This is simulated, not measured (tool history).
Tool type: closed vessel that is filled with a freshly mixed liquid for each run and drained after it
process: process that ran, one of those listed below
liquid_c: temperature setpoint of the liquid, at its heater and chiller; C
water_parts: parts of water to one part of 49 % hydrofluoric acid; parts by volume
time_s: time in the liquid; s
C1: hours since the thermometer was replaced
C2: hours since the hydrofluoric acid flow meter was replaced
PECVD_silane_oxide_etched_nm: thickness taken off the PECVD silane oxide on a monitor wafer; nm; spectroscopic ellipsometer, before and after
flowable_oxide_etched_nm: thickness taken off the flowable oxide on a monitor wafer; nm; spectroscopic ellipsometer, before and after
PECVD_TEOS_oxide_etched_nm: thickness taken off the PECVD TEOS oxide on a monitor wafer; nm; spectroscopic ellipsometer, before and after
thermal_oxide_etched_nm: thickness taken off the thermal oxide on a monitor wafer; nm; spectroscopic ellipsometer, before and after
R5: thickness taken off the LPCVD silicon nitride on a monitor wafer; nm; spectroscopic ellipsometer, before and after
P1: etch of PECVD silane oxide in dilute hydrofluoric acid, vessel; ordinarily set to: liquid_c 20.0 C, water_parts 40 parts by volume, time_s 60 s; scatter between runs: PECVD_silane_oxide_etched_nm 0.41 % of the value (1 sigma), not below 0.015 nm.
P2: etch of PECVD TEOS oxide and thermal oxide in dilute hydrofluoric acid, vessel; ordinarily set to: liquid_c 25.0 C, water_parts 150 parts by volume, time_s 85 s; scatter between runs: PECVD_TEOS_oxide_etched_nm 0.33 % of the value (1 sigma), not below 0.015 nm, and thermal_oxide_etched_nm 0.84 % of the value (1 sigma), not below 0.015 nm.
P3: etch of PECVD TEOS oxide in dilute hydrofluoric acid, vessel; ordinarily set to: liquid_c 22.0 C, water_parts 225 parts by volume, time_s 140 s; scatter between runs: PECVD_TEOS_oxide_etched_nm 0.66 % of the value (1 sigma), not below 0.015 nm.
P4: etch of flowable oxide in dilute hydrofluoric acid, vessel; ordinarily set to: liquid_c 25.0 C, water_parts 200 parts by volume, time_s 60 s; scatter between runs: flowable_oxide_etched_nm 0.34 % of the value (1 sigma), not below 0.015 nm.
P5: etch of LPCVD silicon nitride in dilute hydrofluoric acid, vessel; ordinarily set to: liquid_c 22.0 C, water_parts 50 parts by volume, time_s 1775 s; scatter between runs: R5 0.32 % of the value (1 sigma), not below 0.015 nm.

Run 1, hour 12.5: process P1, liquid_c 20.0 C, water_parts 40 parts by volume, time_s 60 s; C1 671.0; C2 645.7. Result: PECVD_silane_oxide_etched_nm 51.232 nm.
Run 2, hour 22.4: process P4, liquid_c 19.5 C, water_parts 200 parts by volume, time_s 60 s; C1 680.9; C2 655.6. Result: flowable_oxide_etched_nm 10.589 nm.
Run 3, hour 33.4: process P2, liquid_c 25.0 C, water_parts 40 parts by volume, time_s 85 s; C1 691.9; C2 666.6. Result: PECVD_TEOS_oxide_etched_nm 36.6260 nm, thermal_oxide_etched_nm 11.4200 nm.
Run 4, hour 47.0: process P1, liquid_c 20.0 C, water_parts 70 parts by volume, time_s 60 s; C1 705.5; C2 680.2. Result: PECVD_silane_oxide_etched_nm 28.551 nm.
Run 5, hour 57.9: process P5, liquid_c 22.0 C, water_parts 50 parts by volume, time_s 505 s; C1 716.4; C2 691.1. Result: R5 4.0422 nm.
Run 6, hour 73.8: process P1, liquid_c 20.0 C, water_parts 40 parts by volume, time_s 30 s; C1 732.3; C2 707.0. Result: PECVD_silane_oxide_etched_nm 25.752 nm.
Run 7, hour 83.6: process P3, liquid_c 30.5 C, water_parts 225 parts by volume, time_s 140 s; C1 742.1; C2 716.8. Result: PECVD_TEOS_oxide_etched_nm 5.7489 nm.
Run 8, hour 98.6: process P1, liquid_c 20.0 C, water_parts 40 parts by volume, time_s 60 s; C1 757.1; C2 731.8. Result: PECVD_silane_oxide_etched_nm 51.357 nm.
Run 9, hour 111.6: process P2, liquid_c 20.0 C, water_parts 150 parts by volume, time_s 85 s; C1 770.1; C2 744.8. Result: PECVD_TEOS_oxide_etched_nm 6.9695 nm, thermal_oxide_etched_nm 2.1560 nm.
Run 10, hour 125.4: process P1, liquid_c 20.0 C, water_parts 40 parts by volume, time_s 60 s; C1 783.9; C2 758.6. Result: PECVD_silane_oxide_etched_nm 51.382 nm.
Run 11, hour 137.1: process P1, liquid_c 25.5 C, water_parts 40 parts by volume, time_s 60 s; C1 795.6; C2 770.3. Result: PECVD_silane_oxide_etched_nm 64.328 nm.
Run 12, hour 145.7: process P4, liquid_c 25.0 C, water_parts 200 parts by volume, time_s 90 s; C1 804.2; C2 778.9. Result: flowable_oxide_etched_nm 19.704 nm.
Run 13, hour 162.8: process P1, liquid_c 20.0 C, water_parts 40 parts by volume, time_s 60 s; C1 821.3; C2 796.0. Result: PECVD_silane_oxide_etched_nm 51.524 nm.
Run 14, hour 178.5: process P3, liquid_c 22.0 C, water_parts 50 parts by volume, time_s 140 s; C1 837.0; C2 811.7. Result: PECVD_TEOS_oxide_etched_nm 23.0370 nm.
Run 15, hour 192.4: process P3, liquid_c 22.0 C, water_parts 225 parts by volume, time_s 270 s; C1 850.9; C2 825.6. Result: PECVD_TEOS_oxide_etched_nm 8.0523 nm.
Run 16, hour 208.6: process P1, liquid_c 20.0 C, water_parts 20 parts by volume, time_s 100 s; C1 867.1; C2 841.8. Result: PECVD_silane_oxide_etched_nm 175.470 nm.
Run 17, hour 220.3: process P5, liquid_c 30.0 C, water_parts 50 parts by volume, time_s 1775 s; C1 878.8; C2 853.5. Result: R5 24.1050 nm.
Run 18, hour 227.9: process P2, liquid_c 25.0 C, water_parts 150 parts by volume, time_s 155 s; C1 886.4; C2 861.1. Result: PECVD_TEOS_oxide_etched_nm 15.6150 nm, thermal_oxide_etched_nm 4.8201 nm.
Run 19, hour 244.3: process P3, liquid_c 22.0 C, water_parts 225 parts by volume, time_s 140 s; C1 902.8; C2 877.5. Result: PECVD_TEOS_oxide_etched_nm 4.1839 nm.
Run 20, hour 256.6: process P5, liquid_c 22.0 C, water_parts 90 parts by volume, time_s 1775 s; C1 915.1; C2 889.8. Result: R5 7.9590 nm.
Run 21, hour 271.0: process P1, liquid_c 20.0 C, water_parts 40 parts by volume, time_s 85 s; C1 929.5; C2 904.2. Result: PECVD_silane_oxide_etched_nm 72.532 nm.
At hour 280.0: thermometer replaced.
Run 22, hour 282.2: process P5, liquid_c 22.0 C, water_parts 50 parts by volume, time_s 1775 s; C1 2.2; C2 915.4. Result: R5 14.2150 nm.
Run 23, hour 292.2: process P1, liquid_c 17.0 C, water_parts 40 parts by volume, time_s 60 s; C1 12.2; C2 925.4. Result: PECVD_silane_oxide_etched_nm 44.942 nm.
Run 24, hour 302.0: process P2, liquid_c 25.0 C, water_parts 150 parts by volume, time_s 85 s; C1 22.0; C2 935.2. Result: PECVD_TEOS_oxide_etched_nm 8.5004 nm, thermal_oxide_etched_nm 2.6506 nm.
Run 25, hour 317.3: process P4, liquid_c 25.0 C, water_parts 65 parts by volume, time_s 60 s; C1 37.3; C2 950.5. Result: flowable_oxide_etched_nm 47.414 nm.
Run 26, hour 328.6: process P4, liquid_c 25.0 C, water_parts 200 parts by volume, time_s 60 s; C1 48.6; C2 961.8. Result: flowable_oxide_etched_nm 13.022 nm.
Run 27, hour 340.3: process P1, liquid_c 25.0 C, water_parts 20 parts by volume, time_s 60 s; C1 60.3; C2 973.5. Result: PECVD_silane_oxide_etched_nm 130.080 nm.
Run 28, hour 357.0: process P1, liquid_c 20.0 C, water_parts 20 parts by volume, time_s 60 s; C1 77.0; C2 990.2. Result: PECVD_silane_oxide_etched_nm 104.940 nm.
Run 29, hour 365.3: process P1, liquid_c 20.0 C, water_parts 60 parts by volume, time_s 30 s; C1 85.3; C2 998.5. Result: PECVD_silane_oxide_etched_nm 16.637 nm.
Run 30, hour 379.6: process P5, liquid_c 22.0 C, water_parts 50 parts by volume, time_s 1775 s; C1 99.6; C2 1012.8. Result: R5 14.2070 nm.
Run 31, hour 391.5: process P1, liquid_c 20.0 C, water_parts 40 parts by volume, time_s 60 s; C1 111.5; C2 1024.7. Result: PECVD_silane_oxide_etched_nm 51.063 nm.
Run 32, hour 407.2: process P1, liquid_c 20.0 C, water_parts 40 parts by volume, time_s 60 s; C1 127.2; C2 1040.4. Result: PECVD_silane_oxide_etched_nm 49.240 nm.
Run 33, hour 417.6: process P1, liquid_c 20.0 C, water_parts 40 parts by volume, time_s 60 s; C1 137.6; C2 1050.8. Result: PECVD_silane_oxide_etched_nm 49.090 nm.
Run 34, hour 432.9: process P1, liquid_c 20.0 C, water_parts 40 parts by volume, time_s 60 s; C1 152.9; C2 1066.1. Result: PECVD_silane_oxide_etched_nm 48.493 nm.
Run 35, hour 442.3: process P1, liquid_c 20.0 C, water_parts 40 parts by volume, time_s 60 s; C1 162.3; C2 1075.5. Result: PECVD_silane_oxide_etched_nm 48.048 nm.
Run 36, hour 458.8: process P1, liquid_c 20.0 C, water_parts 40 parts by volume, time_s 60 s; C1 178.8; C2 1092.0. Result: PECVD_silane_oxide_etched_nm 47.704 nm.
Run 37, hour 466.4: process P1, liquid_c 20.0 C, water_parts 40 parts by volume, time_s 60 s; C1 186.4; C2 1099.6. Result: PECVD_silane_oxide_etched_nm 48.085 nm.
Run 38, hour 478.0: process P1, liquid_c 20.0 C, water_parts 40 parts by volume, time_s 60 s; C1 198.0; C2 1111.2. Result: PECVD_silane_oxide_etched_nm 47.705 nm.
Run 39, hour 490.1: process P1, liquid_c 20.0 C, water_parts 40 parts by volume, time_s 60 s; C1 210.1; C2 1123.3. Result: PECVD_silane_oxide_etched_nm 47.186 nm.
Run 40, hour 500.2: process P1, liquid_c 20.0 C, water_parts 40 parts by volume, time_s 60 s; C1 220.2; C2 1133.4. Result: PECVD_silane_oxide_etched_nm 47.606 nm.
Run 41, hour 508.6: process P1, liquid_c 20.0 C, water_parts 40 parts by volume, time_s 60 s; C1 228.6; C2 1141.8. Result: PECVD_silane_oxide_etched_nm 47.407 nm.

What P1 gives has crept away from where it was. These 2 causes fit the log equally well, each at the size given:
A: liquid colder than its thermometer reads (K) = 1.77
B: hydrofluoric acid flow below the setpoint (%) = 6.99
The onset of the drift is placed at about hour 391.5.

Of the 4 check runs listed below, each run on one wafer and each result written as a question mark, which would let you distinguish the listed causes because they would give clearly different results?
Run check 1, hour 517.0: process P3, liquid_c 22.0 C, water_parts 70 parts by volume, time_s 140 s. Result: PECVD_TEOS_oxide_etched_nm ?.
Run check 2, hour 517.0: process P4, liquid_c 25.0 C, water_parts 70 parts by volume, time_s 60 s. Result: flowable_oxide_etched_nm ?.
Run check 3, hour 517.0: process P2, liquid_c 22.0 C, water_parts 75 parts by volume, time_s 85 s. Result: PECVD_TEOS_oxide_etched_nm ?, thermal_oxide_etched_nm ?.
Run check 4, hour 517.0: process P5, liquid_c 22.0 C, water_parts 50 parts by volume, time_s 755 s. Result: R5 ?.

How each check would come out, cause by cause:
  check                      result     if A     if B
check 1  PECVD_TEOS_oxide_etched_nm  14.8510  14.7700
check 2    flowable_oxide_etched_nm   40.600   40.288
check 3  PECVD_TEOS_oxide_etched_nm  15.3840  15.2900
check 3     thermal_oxide_etched_nm   4.7541   4.7251
check 4                          R5   5.3504   5.6315
Smallest distance between any two causes, each pair judged by its most separating result, in per cent: check 1 0.54 %; check 2 0.77 %; check 3 0.61 %; check 4 5.12 %
Check 4 tells the causes apart: in the others they would give nearly the same result.

Here is what check 4 returned: R5 5.6496 nm. Which cause is it?

Of the candidate causes, it is B: hydrofluoric acid flow below the setpoint (%).
